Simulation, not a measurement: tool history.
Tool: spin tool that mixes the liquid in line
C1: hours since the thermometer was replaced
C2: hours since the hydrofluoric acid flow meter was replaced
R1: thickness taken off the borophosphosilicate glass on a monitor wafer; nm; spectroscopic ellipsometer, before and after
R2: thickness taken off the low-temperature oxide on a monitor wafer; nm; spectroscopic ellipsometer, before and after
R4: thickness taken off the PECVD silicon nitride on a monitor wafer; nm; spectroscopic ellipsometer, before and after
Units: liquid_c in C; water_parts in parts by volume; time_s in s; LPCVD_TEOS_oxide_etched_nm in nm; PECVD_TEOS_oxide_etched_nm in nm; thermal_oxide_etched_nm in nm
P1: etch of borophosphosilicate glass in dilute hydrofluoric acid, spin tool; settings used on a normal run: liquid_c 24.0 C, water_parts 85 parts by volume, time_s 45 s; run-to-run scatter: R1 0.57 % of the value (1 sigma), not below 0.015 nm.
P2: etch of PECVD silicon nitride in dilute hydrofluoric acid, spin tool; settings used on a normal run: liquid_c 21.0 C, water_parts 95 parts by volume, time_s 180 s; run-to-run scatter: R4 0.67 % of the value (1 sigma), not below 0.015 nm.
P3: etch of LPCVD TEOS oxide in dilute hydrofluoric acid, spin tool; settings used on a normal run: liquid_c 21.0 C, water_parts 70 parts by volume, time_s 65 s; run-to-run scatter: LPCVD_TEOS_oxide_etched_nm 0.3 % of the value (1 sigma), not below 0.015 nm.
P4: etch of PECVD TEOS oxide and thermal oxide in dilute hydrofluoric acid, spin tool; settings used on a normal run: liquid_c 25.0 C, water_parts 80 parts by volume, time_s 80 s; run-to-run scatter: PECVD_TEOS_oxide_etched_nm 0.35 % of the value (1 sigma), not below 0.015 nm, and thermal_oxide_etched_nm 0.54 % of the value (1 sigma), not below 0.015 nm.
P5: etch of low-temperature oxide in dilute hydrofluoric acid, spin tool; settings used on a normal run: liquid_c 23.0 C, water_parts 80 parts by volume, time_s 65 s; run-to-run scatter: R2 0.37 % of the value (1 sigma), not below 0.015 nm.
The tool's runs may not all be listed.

{"run": 1, "hour": 9.9, "process": "P1", "liquid_c": 24.0, "water_parts": 85, "time_s": 45, "C1": 400.7, "C2": 310.1, "R1": 19.834}
{"run": 2, "hour": 18.0, "process": "P1", "liquid_c": 24.0, "water_parts": 85, "time_s": 45, "C1": 408.8, "C2": 318.2, "R1": 19.952}
{"run": 3, "hour": 33.1, "process": "P5", "liquid_c": 23.0, "water_parts": 80, "time_s": 65, "C1": 423.9, "C2": 333.3, "R2": 21.967}
{"run": 4, "hour": 46.0, "process": "P1", "liquid_c": 18.5, "water_parts": 85, "time_s": 45, "C1": 436.8, "C2": 346.2, "R1": 15.784}
{"run": 5, "hour": 59.9, "process": "P1", "liquid_c": 31.5, "water_parts": 85, "time_s": 45, "C1": 450.7, "C2": 360.1, "R1": 26.574}
{"hour": 68.6, "done": "hydrofluoric acid flow meter replaced"}
{"run": 6, "hour": 72.2, "process": "P1", "liquid_c": 24.0, "water_parts": 85, "time_s": 45, "C1": 463.0, "C2": 3.7, "R1": 19.831}
{"run": 7, "hour": 82.1, "process": "P3", "liquid_c": 21.0, "water_parts": 125, "time_s": 65, "C1": 472.9, "C2": 13.6, "LPCVD_TEOS_oxide_etched_nm": 21.065}
{"run": 8, "hour": 95.1, "process": "P5", "liquid_c": 23.0, "water_parts": 50, "time_s": 65, "C1": 485.9, "C2": 26.6, "R2": 35.946}
{"run": 9, "hour": 104.0, "process": "P1", "liquid_c": 24.0, "water_parts": 45, "time_s": 45, "C1": 494.8, "C2": 35.5, "R1": 39.738}
{"run": 10, "hour": 118.5, "process": "P1", "liquid_c": 24.0, "water_parts": 85, "time_s": 15, "C1": 509.3, "C2": 50.0, "R1": 6.5614}
{"run": 11, "hour": 128.8, "process": "P1", "liquid_c": 31.0, "water_parts": 125, "time_s": 45, "C1": 519.6, "C2": 60.3, "R1": 16.762}
{"run": 12, "hour": 140.2, "process": "P1", "liquid_c": 24.0, "water_parts": 85, "time_s": 45, "C1": 531.0, "C2": 71.7, "R1": 20.019}
{"run": 13, "hour": 153.7, "process": "P3", "liquid_c": 21.0, "water_parts": 70, "time_s": 65, "C1": 544.5, "C2": 85.2, "LPCVD_TEOS_oxide_etched_nm": 40.053}
{"run": 14, "hour": 161.3, "process": "P3", "liquid_c": 21.0, "water_parts": 70, "time_s": 65, "C1": 552.1, "C2": 92.8, "LPCVD_TEOS_oxide_etched_nm": 40.053}
{"run": 15, "hour": 172.5, "process": "P1", "liquid_c": 24.0, "water_parts": 85, "time_s": 70, "C1": 563.3, "C2": 104.0, "R1": 30.88}
{"run": 16, "hour": 187.0, "process": "P3", "liquid_c": 21.0, "water_parts": 70, "time_s": 95, "C1": 577.8, "C2": 118.5, "LPCVD_TEOS_oxide_etched_nm": 58.389}
{"run": 17, "hour": 195.8, "process": "P5", "liquid_c": 19.0, "water_parts": 80, "time_s": 65, "C1": 586.6, "C2": 127.3, "R2": 18.508}
{"run": 18, "hour": 209.1, "process": "P1", "liquid_c": 24.0, "water_parts": 145, "time_s": 45, "C1": 599.9, "C2": 140.6, "R1": 10.911}
{"run": 19, "hour": 218.3, "process": "P2", "liquid_c": 21.0, "water_parts": 95, "time_s": 180, "C1": 609.1, "C2": 149.8, "R4": 4.0017}
{"run": 20, "hour": 229.3, "process": "P3", "liquid_c": 17.0, "water_parts": 70, "time_s": 65, "C1": 620.1, "C2": 160.8, "LPCVD_TEOS_oxide_etched_nm": 33.601}
{"run": 21, "hour": 238.6, "process": "P4", "liquid_c": 25.0, "water_parts": 80, "time_s": 80, "C1": 629.4, "C2": 170.1, "PECVD_TEOS_oxide_etched_nm": 11.697, "thermal_oxide_etched_nm": 5.0463}
{"run": 22, "hour": 248.1, "process": "P4", "liquid_c": 25.0, "water_parts": 140, "time_s": 80, "C1": 638.9, "C2": 179.6, "PECVD_TEOS_oxide_etched_nm": 6.2034, "thermal_oxide_etched_nm": 2.674}
{"run": 23, "hour": 260.0, "process": "P2", "liquid_c": 29.0, "water_parts": 95, "time_s": 180, "C1": 650.8, "C2": 191.5, "R4": 6.9004}
{"run": 24, "hour": 271.3, "process": "P2", "liquid_c": 21.0, "water_parts": 95, "time_s": 360, "C1": 662.1, "C2": 202.8, "R4": 8.122}
{"run": 25, "hour": 282.6, "process": "P5", "liquid_c": 23.0, "water_parts": 80, "time_s": 65, "C1": 673.4, "C2": 214.1, "R2": 21.912}
{"run": 26, "hour": 290.5, "process": "P1", "liquid_c": 29.0, "water_parts": 85, "time_s": 80, "C1": 681.3, "C2": 222.0, "R1": 42.835}
{"run": 27, "hour": 299.1, "process": "P4", "liquid_c": 20.0, "water_parts": 80, "time_s": 80, "C1": 689.9, "C2": 230.6, "PECVD_TEOS_oxide_etched_nm": 9.5492, "thermal_oxide_etched_nm": 4.1114}
{"run": 28, "hour": 309.1, "process": "P2", "liquid_c": 21.0, "water_parts": 140, "time_s": 180, "C1": 699.9, "C2": 240.6, "R4": 2.7761}
{"run": 29, "hour": 317.8, "process": "P1", "liquid_c": 20.0, "water_parts": 55, "time_s": 45, "C1": 708.6, "C2": 249.3, "R1": 26.95}
{"run": 30, "hour": 326.1, "process": "P1", "liquid_c": 24.0, "water_parts": 85, "time_s": 45, "C1": 716.9, "C2": 257.6, "R1": 19.813}
{"run": 31, "hour": 339.2, "process": "P1", "liquid_c": 24.0, "water_parts": 85, "time_s": 45, "C1": 730.0, "C2": 270.7, "R1": 20.002}
{"run": 32, "hour": 346.8, "process": "P5", "liquid_c": 23.0, "water_parts": 80, "time_s": 125, "C1": 737.6, "C2": 278.3, "R2": 42.013}
{"run": 33, "hour": 355.3, "process": "P4", "liquid_c": 25.0, "water_parts": 80, "time_s": 135, "C1": 746.1, "C2": 286.8, "PECVD_TEOS_oxide_etched_nm": 19.669, "thermal_oxide_etched_nm": 8.5448}
{"run": 34, "hour": 362.5, "process": "P1", "liquid_c": 24.0, "water_parts": 85, "time_s": 45, "C1": 753.3, "C2": 294.0, "R1": 19.834}
{"run": 35, "hour": 372.1, "process": "P1", "liquid_c": 24.0, "water_parts": 85, "time_s": 45, "C1": 762.9, "C2": 303.6, "R1": 19.229}
{"run": 36, "hour": 383.5, "process": "P1", "liquid_c": 24.0, "water_parts": 85, "time_s": 45, "C1": 774.3, "C2": 315.0, "R1": 18.501}
{"run": 37, "hour": 391.8, "process": "P1", "liquid_c": 24.0, "water_parts": 85, "time_s": 45, "C1": 782.6, "C2": 323.3, "R1": 18.41}
{"run": 38, "hour": 398.6, "process": "P1", "liquid_c": 24.0, "water_parts": 85, "time_s": 45, "C1": 789.4, "C2": 330.1, "R1": 18.268}
{"run": 39, "hour": 407.7, "process": "P1", "liquid_c": 24.0, "water_parts": 85, "time_s": 45, "C1": 798.5, "C2": 339.2, "R1": 18.384}
{"run": 40, "hour": 417.7, "process": "P1", "liquid_c": 24.0, "water_parts": 85, "time_s": 45, "C1": 808.5, "C2": 349.2, "R1": 18.253}

P1 no longer gives what it gave before; its output has crept away from where it was. The following 2 causes, each at its listed size, fit the log equally well:
A: hydrofluoric acid flow below the setpoint (%) = 7.81
B: liquid colder than its thermometer reads (K) = 2.24
At approximately hour 362.5, the process output began to creep.

Below are 4 check runs, each on a single wafer, with their results shown as question marks. Which of them would tell the listed causes apart, meaning the causes would give clearly different results under it?
{"run": "check 1", "hour": 427.7, "process": "P2", "liquid_c": 29.0, "water_parts": 95, "time_s": 355, "R4": "?"}
{"run": "check 2", "hour": 427.7, "process": "P5", "liquid_c": 19.0, "water_parts": 80, "time_s": 120, "R2": "?"}
{"run": "check 3", "hour": 427.7, "process": "P3", "liquid_c": 17.0, "water_parts": 125, "time_s": 65, "LPCVD_TEOS_oxide_etched_nm": "?"}
{"run": "check 4", "hour": 427.7, "process": "P4", "liquid_c": 25.0, "water_parts": 110, "time_s": 80, "PECVD_TEOS_oxide_etched_nm": "?", "thermal_oxide_etched_nm": "?"}

What every check run would give for each of its results, assuming each possible cause in turn:
check=check_1 result=R4 if_A=12.4250 if_B=11.6790
check=check_2 result=R2 if_A=31.259 if_B=31.072
check=check_3 result=LPCVD_TEOS_oxide_etched_nm if_A=16.270 if_B=16.233
check=check_4 result=PECVD_TEOS_oxide_etched_nm if_A=7.4354 if_B=7.4697
check=check_4 result=thermal_oxide_etched_nm if_A=3.2378 if_B=3.2528
Per-check spread between the two closest causes, in the result where they differ most: check 1 6.18 %; check 2 0.6 %; check 3 0.23 %; check 4 0.46 %
The causes can be told apart only by check 1. The other checks would give nearly the same results under each of them.

Check 1 was carried out, with these results: R4 11.7580 nm. Which of the listed causes is responsible?

The correct cause is B, namely: liquid colder than its thermometer reads (K).

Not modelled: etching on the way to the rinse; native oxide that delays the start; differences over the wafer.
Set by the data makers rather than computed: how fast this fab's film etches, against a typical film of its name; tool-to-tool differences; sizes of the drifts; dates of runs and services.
